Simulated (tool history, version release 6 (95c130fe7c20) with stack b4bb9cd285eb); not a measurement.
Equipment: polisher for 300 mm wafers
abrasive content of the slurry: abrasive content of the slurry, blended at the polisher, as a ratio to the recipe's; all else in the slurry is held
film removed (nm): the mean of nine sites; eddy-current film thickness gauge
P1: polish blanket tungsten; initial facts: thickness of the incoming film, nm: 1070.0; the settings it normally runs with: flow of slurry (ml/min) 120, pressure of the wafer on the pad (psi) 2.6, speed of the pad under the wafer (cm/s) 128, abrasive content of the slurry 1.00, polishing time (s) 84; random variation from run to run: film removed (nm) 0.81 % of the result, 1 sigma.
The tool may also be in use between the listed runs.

run,hour,flow of slurry (ml/min),pressure of the wafer on the pad (psi),speed of the pad under the wafer (cm/s),abrasive content of the slurry,polishing time (s),film removed (nm)
1,16.1,120,2.6,128,1.00,84,417.74
2,33.4,120,2.6,128,1.00,84,419.37
3,43.2,120,2.6,128,1.00,84,416.58
4,59.0,120,2.6,128,1.00,44,217.03
5,71.0,120,2.6,128,1.00,84,410.32
6,85.6,120,2.6,128,1.00,84,417.23
7,102.4,120,2.6,128,1.25,84,436.96
8,111.7,120,2.6,128,0.60,84,370.15
9,128.1,180,2.6,128,1.00,84,449.32
10,140.1,155,1.2,128,1.00,84,200.22
11,154.9,120,3.3,128,1.00,84,529.13
12,163.8,120,1.2,128,1.00,84,191.74
13,179.3,120,2.6,62,1.00,84,202.13
14,190.7,70,2.6,128,1.00,84,358.89
15,205.4,120,2.6,128,1.00,84,418.30
16,220.4,120,2.6,164,1.00,84,531.51
17,236.1,120,2.6,128,1.00,107,533.12
18,248.3,120,2.6,128,1.00,84,414.36
19,256.0,120,2.6,128,1.00,84,403.54
20,266.9,120,2.6,128,1.00,84,401.76
21,283.6,120,2.6,128,1.00,84,389.32
# hour 285.9: head pressure recalibrated
# hour 296.8: slurry blender recalibrated
22,297.7,120,2.6,128,1.00,84,389.81
# hour 307.7: slurry tank refilled with fresh slurry and peroxide
23,312.7,120,2.6,128,1.00,84,385.93
24,328.9,120,2.6,128,1.00,84,389.43

Compared with where it was, what P1 gives has crept away. Each cause listed below fits the log as well as the rest, at the size given for it:
A: slurry flow missing at the pad, % = 26.2
B: removal rate lost through wear of the pad, % = 7.19
The creep began at about hour 248.3.
What rules out each remaining cause:
head's pressure below its setpoint, %: its service at hour 285.9 followed the start of the drift and did not put the process back to its old value
abrasive missing from the slurry, %: its service at hour 296.8 followed the start of the drift and did not put the process back to its old value
peroxide lost from the slurry, %: its service at hour 307.7 followed the start of the drift and did not put the process back to its old value

Of the 4 check runs below, each run on 3 wafers with the results averaged and each result still a question mark, which one would tell the listed causes apart?
check 1,345.1,120,2.6,92,1.00,84,?
check 2,345.1,75,2.6,128,1.00,58,?
check 3,345.1,120,1.2,128,1.00,84,?
check 4,345.1,120,2.6,128,0.70,84,?

Predicted outcomes, by check and by cause:
check,result,if A,if B
check 1,film removed (nm),277.66,277.65
check 2,film removed (nm),227.00,235.49
check 3,film removed (nm),178.30,178.29
check 4,film removed (nm),355.58,355.57
Per-check spread between the two closest causes, in the result where they differ most: check 1 0 %; check 2 3.67 %; check 3 0 %; check 4 0 %
Check 2 distinguishes between the causes, while the remaining checks would return nearly the same result for all of them.

Check 2 has now been run. It gave: film removed (nm) 227.45. Which of the candidate causes is it?

Of the candidate causes, it is A: slurry flow missing at the pad, %.
